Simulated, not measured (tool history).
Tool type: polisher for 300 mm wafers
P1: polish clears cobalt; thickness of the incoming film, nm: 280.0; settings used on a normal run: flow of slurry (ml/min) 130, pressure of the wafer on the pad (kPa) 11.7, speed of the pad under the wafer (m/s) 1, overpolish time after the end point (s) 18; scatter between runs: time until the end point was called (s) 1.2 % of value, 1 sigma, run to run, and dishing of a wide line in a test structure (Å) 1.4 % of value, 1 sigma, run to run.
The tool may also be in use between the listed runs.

run,hour,flow of slurry (ml/min),pressure of the wafer on the pad (kPa),speed of the pad under the wafer (m/s),overpolish time after the end point (s),time until the end point was called (s),dishing of a wide line in a test structure (Å)
1,12.2,130,11.7,1,18,69.634,295.73
2,25.9,205,11.7,1,18,65.678,301.32
3,39.7,130,11.7,1.54,18,44.873,321.53
4,48.9,130,16.5,1,18,49.385,327.23
5,63.7,130,11.7,1,18,70.954,293.36
6,78.1,130,11.7,0.54,18,126.97,225.84
7,92.7,130,5.5,1,18,144.73,213.53
8,100.4,130,11.7,1,33,68.045,339.6
9,116.2,130,5.5,0.44,18,336.72,124.26
10,128.8,130,11.7,1,18,69.214,292.75
11,143.3,130,11.7,1,18,69.816,295.38
12,153.7,80,11.7,1,18,76.906,280.7
13,161.8,130,11.7,1,18,69.493,299.23
# hour 168.6: slurry nozzle cleaned
14,169.3,130,17.2,1,33,46.734,337.45
15,178.9,130,11.7,1,10,67.542,235.9
16,189,130,11.7,1,18,70.34,299.95
17,197.5,130,11.7,1,18,72.36,291.73
18,210.6,130,11.7,1,18,73.168,290.62
19,218.6,130,11.7,1,18,73.383,292.64
# hour 232.5: head pressure recalibrated
20,233.6,130,11.7,1,18,74.244,292.98
21,241.9,130,11.7,1,18,74.016,280.14
22,251.9,130,11.7,1,18,73.511,289.42
23,260,130,11.7,1,18,74.627,289.55

What P1 gives has crept away from where it was. These 2 causes fit the log equally well, each at the size given:
A: slurry flow missing at the pad, % = 28.1
B: removal rate lost through wear of the pad, % = 7.28
Onset of the creep was near hour 189.
Other possible causes, and why each is ruled out:
head's pressure below its setpoint, %: serviced at hour 232.5, after the change had begun; the process did not return to its earlier output

Which of the 4 check runs listed below, each an average over 5 wafers with its results shown as question marks, gives clearly different results under the different listed causes?
check 1,268.1,130,7.6,1,18,?,?
check 2,268.1,80,11.7,1,25,?,?
check 3,268.1,130,11.7,1.54,30,?,?
check 4,268.1,130,15.9,1,18,?,?

What each check would give under each cause:
check,result,if A,if B
check 1,time until the end point was called (s),115.2,115.18
check 1,dishing of a wide line in a test structure (Å),241.89,241.91
check 2,time until the end point was called (s),87.4,84.017
check 2,dishing of a wide line in a test structure (Å),304.32,307.42
check 3,time until the end point was called (s),48.402,48.395
check 3,dishing of a wide line in a test structure (Å),335.43,335.43
check 4,time until the end point was called (s),55.094,55.086
check 4,dishing of a wide line in a test structure (Å),312.93,312.94
Per check, the gap between the least separated pair of causes, taken in the result that splits them most: check 1 0.01 %; check 2 3.95 %; check 3 0.01 %; check 4 0.01 %
Of the check runs offered, only check 2 discriminates between the causes; the rest would read about the same regardless of which cause applies.

Here is what check 2 returned: time until the end point was called (s) 83.843; dishing of a wide line in a test structure (Å) 306.04. Which cause is it?

B is the cause: removal rate lost through wear of the pad, %.
